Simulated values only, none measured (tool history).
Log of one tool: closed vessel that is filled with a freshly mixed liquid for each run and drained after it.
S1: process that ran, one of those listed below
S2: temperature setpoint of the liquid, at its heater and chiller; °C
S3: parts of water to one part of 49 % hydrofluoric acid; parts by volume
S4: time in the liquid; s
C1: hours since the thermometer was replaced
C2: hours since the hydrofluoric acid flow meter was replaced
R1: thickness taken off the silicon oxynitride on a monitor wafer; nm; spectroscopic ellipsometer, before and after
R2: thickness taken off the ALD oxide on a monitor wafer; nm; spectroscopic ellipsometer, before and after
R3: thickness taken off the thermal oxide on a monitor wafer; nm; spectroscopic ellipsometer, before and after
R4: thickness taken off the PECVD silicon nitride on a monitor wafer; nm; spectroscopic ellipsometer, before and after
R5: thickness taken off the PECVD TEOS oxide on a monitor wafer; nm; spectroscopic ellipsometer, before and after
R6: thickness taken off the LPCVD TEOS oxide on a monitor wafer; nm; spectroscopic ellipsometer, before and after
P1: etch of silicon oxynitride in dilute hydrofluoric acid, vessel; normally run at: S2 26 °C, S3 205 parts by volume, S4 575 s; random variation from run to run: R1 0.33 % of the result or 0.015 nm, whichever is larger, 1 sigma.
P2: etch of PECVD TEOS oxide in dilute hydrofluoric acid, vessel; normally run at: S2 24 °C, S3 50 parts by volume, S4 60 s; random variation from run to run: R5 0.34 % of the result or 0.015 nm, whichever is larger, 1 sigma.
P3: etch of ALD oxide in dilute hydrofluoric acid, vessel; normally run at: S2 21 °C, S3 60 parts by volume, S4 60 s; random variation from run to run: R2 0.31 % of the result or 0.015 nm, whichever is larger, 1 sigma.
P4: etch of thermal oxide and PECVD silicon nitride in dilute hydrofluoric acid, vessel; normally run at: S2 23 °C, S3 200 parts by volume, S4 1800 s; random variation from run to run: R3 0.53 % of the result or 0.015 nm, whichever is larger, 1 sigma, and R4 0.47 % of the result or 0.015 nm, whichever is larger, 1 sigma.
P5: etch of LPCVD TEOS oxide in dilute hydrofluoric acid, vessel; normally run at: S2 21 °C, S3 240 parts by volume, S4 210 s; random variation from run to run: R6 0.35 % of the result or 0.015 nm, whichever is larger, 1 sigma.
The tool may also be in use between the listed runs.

run   hour  S1    S2   S3    S4     C1      C2      R1      R2      R3      R4      R5      R6
  1    7.5  P1    26  205   575  727.8  1434.8  10.324
  2   12.1  P3    17   60    60  732.4  1439.4          15.517
  3   20.1  P4    23   35  1800  740.4  1447.4                  259.72  232.67
  4   27.9  P1  18.5  205   575  748.2  1455.2  7.3383
  5   32.6  P1    26  205   575  752.9  1459.9  10.377
  6   37.2  P4    23  200  1800  757.5  1464.5                  37.063  41.643
  7   42.5  P2    17   50    60  762.8  1469.8                                  16.603
  8   48.4  P2    24   50    30  768.7  1475.7                                   11.21
  9     52  P3    21   60    30  772.3  1479.3          9.2404
 10   59.5  P1    26   65   575  779.8  1486.8  36.545
 11   65.2  P1    26  205   915  785.5  1492.5  16.302
 12   69.5  P5    21  240   210  789.8  1496.8                                           37.06
 13   76.4  P2    24   50    60  796.7  1503.7                                  22.379
 14   80.6  P1    26  295   575  800.9  1507.9  6.7368
 15   86.7  P4    23  200  1800    807    1514                  37.659  41.921
 16     93  P1    26  205   575  813.3  1520.3  10.285
 17   97.7  P1  31.5  205   575    818    1525  13.137
 18  102.8  P2    24   80    60  823.1  1530.1                                  13.478
     105.5  -- thermometer replaced
 19  107.4  P1    26  205   575      2  1534.7   10.34
 20  111.2  P1    26  205   575    5.8  1538.5  10.391
 21  114.9  P1    26  205   130    9.5  1542.2  2.3247
 22  119.4  P4    23  200   145     14  1546.7                  3.0139  3.3814
 23  124.8  P5    21   70   210   19.4  1552.1                                          151.06
 24  128.9  P3    21  110    60   23.5  1556.2          9.4771
 25    134  P5    25  240   210   28.6  1561.3                                          42.776
 26  139.3  P5    21  240    30   33.9  1566.6                                          5.2744
 27  144.4  P1    26  310  1060     39  1571.7    11.6
 28  149.9  P5    21  240   210   44.5  1577.2                                          37.127
 29  156.4  P3    21   60    60     51  1583.7          18.389
 30  162.5  P1    26  205   575   57.1  1589.8  10.349
 31  167.6  P4    17  200  1800   62.2  1594.9                  29.798  27.986
 32  174.7  P1    26  205   575   69.3    1602  10.355
 33  181.9  P1    26  205   575   76.5  1609.2  10.037
 34  188.8  P1    26  205   575   83.4  1616.1  9.9248
 35  194.1  P1    26  205   575   88.7  1621.4  9.7026
 36  200.7  P1    26  205   575   95.3    1628  9.7035
 37  207.2  P1    26  205   575  101.8  1634.5  9.7124
 38  213.8  P1    26  205   575  108.4  1641.1  9.6842
 39  218.7  P1    26  205   575  113.3    1646  9.6954

What P1 gives has crept away from where it was. These 2 causes fit the log equally well, each at the size given:
A: hydrofluoric acid flow below the setpoint (%) = 5.28
B: liquid colder than its thermometer reads (K) = 1.45
The creep began at about hour 174.7.

4 check runs are offered, one wafer each, their results left as question marks. Which one tells the causes apart?
check 1  223.6  P3    21   60   40               ?
check 2  223.6  P2  18.5   50   40                           ?
check 3  223.6  P5    21   90   35                               ?
check 4  223.6  P4    23  130  180                   ?   ?

What each check would give under each cause:
  check  result    if A    if B
check 1      R2  11.579  11.547
check 2      R5  11.145  11.088
check 3      R6  18.159  18.164
check 4      R3  5.8333  5.8648
check 4      R4  6.0459  5.7957
How far apart the two closest causes lie, in the result that separates them most: check 1 0.28 %; check 2 0.52 %; check 3 0.03 %; check 4 4.23 %
Only check 4 tells the causes apart: in the others they would give nearly the same result.

Then check 4 was run and gave: R3 5.8229 nm; R4 6.02 nm. Which cause is it?

It is A: hydrofluoric acid flow below the setpoint (%).

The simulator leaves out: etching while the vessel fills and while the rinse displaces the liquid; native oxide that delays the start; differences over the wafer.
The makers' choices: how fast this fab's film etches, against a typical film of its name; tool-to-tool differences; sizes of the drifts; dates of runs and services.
